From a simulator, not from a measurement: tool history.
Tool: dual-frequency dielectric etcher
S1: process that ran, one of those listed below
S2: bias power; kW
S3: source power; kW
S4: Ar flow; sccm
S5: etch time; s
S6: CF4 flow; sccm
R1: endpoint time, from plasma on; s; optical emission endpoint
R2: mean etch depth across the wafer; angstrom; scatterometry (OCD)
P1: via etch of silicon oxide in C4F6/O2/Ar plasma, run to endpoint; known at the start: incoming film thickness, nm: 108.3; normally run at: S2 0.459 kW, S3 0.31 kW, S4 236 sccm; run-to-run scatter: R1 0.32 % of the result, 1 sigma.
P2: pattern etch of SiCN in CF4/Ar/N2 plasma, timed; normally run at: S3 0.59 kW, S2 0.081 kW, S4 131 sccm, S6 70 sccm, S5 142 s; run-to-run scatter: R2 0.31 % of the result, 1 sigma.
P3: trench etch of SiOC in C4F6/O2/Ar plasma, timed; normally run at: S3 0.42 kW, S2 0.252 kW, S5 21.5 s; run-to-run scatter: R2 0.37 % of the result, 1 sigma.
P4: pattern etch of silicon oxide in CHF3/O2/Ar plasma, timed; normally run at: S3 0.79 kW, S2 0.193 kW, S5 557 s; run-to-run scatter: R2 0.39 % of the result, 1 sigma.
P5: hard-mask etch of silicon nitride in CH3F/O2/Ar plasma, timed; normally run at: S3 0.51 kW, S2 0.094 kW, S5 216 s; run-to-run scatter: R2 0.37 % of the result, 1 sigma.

| run | hour | S1 | S2 | S3 | S4 | S5 | S6 | R1 | R2 |
|---|---|---|---|---|---|---|---|---|---|
| 1 | 12 | P1 | 0.459 | 0.31 | 236 |  |  | 25.573 |  |
| 2 | 19.1 | P5 | 0.094 | 0.51 |  | 216 |  |  | 1825.7 |
| 3 | 31.8 | P1 | 0.459 | 0.31 | 236 |  |  | 25.567 |  |
| 4 | 46.5 | P2 | 0.081 | 0.59 | 131 | 142 | 95 |  | 1582.5 |
| 5 | 60.1 | P2 | 0.081 | 0.59 | 131 | 180 | 70 |  | 1929 |
| 6 | 76.2 | P1 | 0.459 | 0.31 | 143 |  |  | 24.249 |  |
| 7 | 85.4 | P2 | 0.081 | 0.59 | 170 | 142 | 70 |  | 1455 |
| 8 | 98.7 | P2 | 0.081 | 0.84 | 131 | 142 | 70 |  | 2061.7 |
| 9 | 107.6 | P4 | 0.193 | 0.79 |  | 557 |  |  | 12940 |
| 10 | 119.1 | P1 | 0.459 | 0.23 | 236 |  |  | 28.488 |  |
| 11 | 134.8 | P1 | 0.623 | 0.31 | 282 |  |  | 23.21 |  |
| 12 | 144.5 | P5 | 0.094 | 0.51 |  | 216 |  |  | 1826.6 |
|  | 147.4 | wet clean of the chamber |
| 13 | 160 | P3 | 0.252 | 0.42 |  | 21.5 |  |  | 500.11 |
| 14 | 176.1 | P1 | 0.365 | 0.31 | 236 |  |  | 27.937 |  |
| 15 | 190.1 | P1 | 0.459 | 0.31 | 317 |  |  | 26.46 |  |
| 16 | 197.5 | P1 | 0.459 | 0.31 | 236 |  |  | 25.559 |  |
| 17 | 208.2 | P3 | 0.298 | 0.42 |  | 21.5 |  |  | 520.82 |
| 18 | 223.2 | P3 | 0.252 | 0.42 |  | 21.5 |  |  | 494.98 |
| 19 | 238.4 | P2 | 0.081 | 0.59 | 131 | 142 | 70 |  | 1511.3 |
| 20 | 253.4 | P3 | 0.252 | 0.42 |  | 27.5 |  |  | 629.13 |
| 21 | 265.6 | P1 | 0.459 | 0.31 | 236 |  |  | 25.54 |  |
| 22 | 272.7 | P5 | 0.094 | 0.32 |  | 216 |  |  | 1534.4 |
| 23 | 280.4 | P1 | 0.562 | 0.31 | 236 |  |  | 23.671 |  |
| 24 | 295.3 | P5 | 0.056 | 0.51 |  | 216 |  |  | 1527.5 |
| 25 | 306.4 | P4 | 0.193 | 0.79 |  | 722 |  |  | 16819 |
| 26 | 317 | P5 | 0.094 | 0.51 |  | 139.5 |  |  | 1180.6 |
| 27 | 327.6 | P4 | 0.193 | 0.98 |  | 557 |  |  | 14065 |
| 28 | 341.1 | P1 | 0.459 | 0.31 | 236 |  |  | 25.655 |  |
| 29 | 352.1 | P2 | 0.06 | 0.59 | 131 | 142 | 70 |  | 1362 |
| 30 | 362.3 | P3 | 0.252 | 0.52 |  | 21.5 |  |  | 540.11 |
| 31 | 370.8 | P2 | 0.081 | 0.59 | 131 | 142 | 70 |  | 1514.2 |
| 32 | 384.5 | P4 | 0.247 | 0.79 |  | 557 |  |  | 14169 |
| 33 | 399.9 | P1 | 0.459 | 0.37 | 236 |  |  | 23.963 |  |
| 34 | 409.3 | P1 | 0.459 | 0.31 | 236 |  |  | 25.567 |  |
| 35 | 416.5 | P1 | 0.459 | 0.31 | 236 |  |  | 25.454 |  |
| 36 | 432.4 | P1 | 0.459 | 0.31 | 236 |  |  | 25.354 |  |
| 37 | 441.2 | P1 | 0.459 | 0.31 | 236 |  |  | 25.383 |  |
|  | 444.3 | wet clean of the chamber |
| 38 | 451.1 | P1 | 0.459 | 0.31 | 236 |  |  | 25.22 |  |
| 39 | 465.2 | P1 | 0.459 | 0.31 | 236 |  |  | 25.145 |  |
|  | 465.8 | Ar flow controller replaced |
| 40 | 476.8 | P1 | 0.459 | 0.31 | 236 |  |  | 25.186 |  |
| 41 | 485.9 | P1 | 0.459 | 0.31 | 236 |  |  | 25.223 |  |
| 42 | 496.5 | P1 | 0.459 | 0.31 | 236 |  |  | 25.249 |  |

What P1 gives has crept away from where it was. These 2 causes fit the log equally well, each at the size given:
A: source power that arrives over what is set, % = 4.38
B: bias power that arrives over what is set, % = 4.31
The creep began at about hour 409.3.
Why every other cause is out:
chamber walls in a state that raises the etch rate, %: serviced at hour 444.3, which brought nothing back
Ar flow that arrives under what is set, %: serviced at hour 465.8, which brought nothing back

4 check runs are offered, one wafer each, their results left as question marks. Which one tells the causes apart?
| check 1 | 507.1 | P4 | 0.193 | 0.79 |  | 557 |  |  | ? |
| check 2 | 507.1 | P3 | 0.252 | 0.42 |  | 21.5 |  |  | ? |
| check 3 | 507.1 | P2 | 0.081 | 0.59 | 131 | 142 | 70 |  | ? |
| check 4 | 507.1 | P5 | 0.094 | 0.51 |  | 216 |  |  | ? |

What each check would give under each cause:
| check | result | if A | if B |
|---|---|---|---|
| check 1 | R2 | 13164 | 13135 |
| check 2 | R2 | 504.37 | 503.32 |
| check 3 | R2 | 1572.2 | 1537.9 |
| check 4 | R2 | 1852.9 | 1851.1 |
How far apart the two closest causes lie, in the result that separates them most: check 1 0.23 %; check 2 0.21 %; check 3 2.2 %; check 4 0.1 %
Only check 3 tells the causes apart: in the others they would give nearly the same result.

Check 3 was then run and gave: R2 1538.1 angstrom. Which cause is it?

It is B: bias power that arrives over what is set, %.
